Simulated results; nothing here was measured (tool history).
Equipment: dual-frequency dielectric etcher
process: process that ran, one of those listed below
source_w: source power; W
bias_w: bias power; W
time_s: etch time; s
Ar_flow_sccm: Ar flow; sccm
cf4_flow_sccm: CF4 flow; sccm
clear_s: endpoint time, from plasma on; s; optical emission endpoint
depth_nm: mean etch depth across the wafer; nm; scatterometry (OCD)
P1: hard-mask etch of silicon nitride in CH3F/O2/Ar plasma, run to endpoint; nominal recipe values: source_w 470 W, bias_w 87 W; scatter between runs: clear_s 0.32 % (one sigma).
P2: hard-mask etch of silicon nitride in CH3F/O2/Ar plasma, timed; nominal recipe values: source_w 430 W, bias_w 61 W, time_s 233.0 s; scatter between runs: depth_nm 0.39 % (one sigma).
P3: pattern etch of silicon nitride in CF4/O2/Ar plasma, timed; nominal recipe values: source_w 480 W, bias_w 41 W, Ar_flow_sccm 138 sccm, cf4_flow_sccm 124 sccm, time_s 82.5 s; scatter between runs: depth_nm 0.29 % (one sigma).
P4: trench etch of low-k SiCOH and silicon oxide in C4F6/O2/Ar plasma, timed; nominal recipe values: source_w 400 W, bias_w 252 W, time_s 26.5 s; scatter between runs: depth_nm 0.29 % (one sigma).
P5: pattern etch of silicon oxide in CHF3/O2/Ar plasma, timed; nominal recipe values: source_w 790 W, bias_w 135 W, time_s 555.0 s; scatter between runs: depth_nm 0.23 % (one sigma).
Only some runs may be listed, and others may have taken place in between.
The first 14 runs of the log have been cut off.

run	day	process	source_w	bias_w	time_s	Ar_flow_sccm	cf4_flow_sccm	clear_s	depth_nm
15	7.042	P1	280	87				72.910	
16	7.579	P5	790	108	555.0				1068.400
# day 8.108: source power generator calibrated
17	8.162	P1	470	87				60.168	
18	8.825	P2	260	61	233.0				134.610
19	9.229	P3	630	41	82.5	138	124		173.240
20	9.704	P3	480	41	63.0	138	124		104.760
21	10.167	P5	610	135	555.0				1030.000
22	10.692	P3	480	41	82.5	112	124		140.530
23	11.138	P4	400	252	33.0				118.590
24	11.521	P1	470	87				60.152	
25	11.825	P5	790	135	740.0				1521.000
26	12.304	P3	480	41	82.5	138	150		140.900
27	12.642	P1	660	87				52.920	
28	13.300	P3	480	41	82.5	138	124		136.860
29	13.633	P4	320	252	26.5				87.790
30	14.242	P1	470	87				59.876	

Run 31 is up next; what results do you expect?
31	14.612	P1	470	87				?	

{"run 31": {"clear_s": 59.812}}

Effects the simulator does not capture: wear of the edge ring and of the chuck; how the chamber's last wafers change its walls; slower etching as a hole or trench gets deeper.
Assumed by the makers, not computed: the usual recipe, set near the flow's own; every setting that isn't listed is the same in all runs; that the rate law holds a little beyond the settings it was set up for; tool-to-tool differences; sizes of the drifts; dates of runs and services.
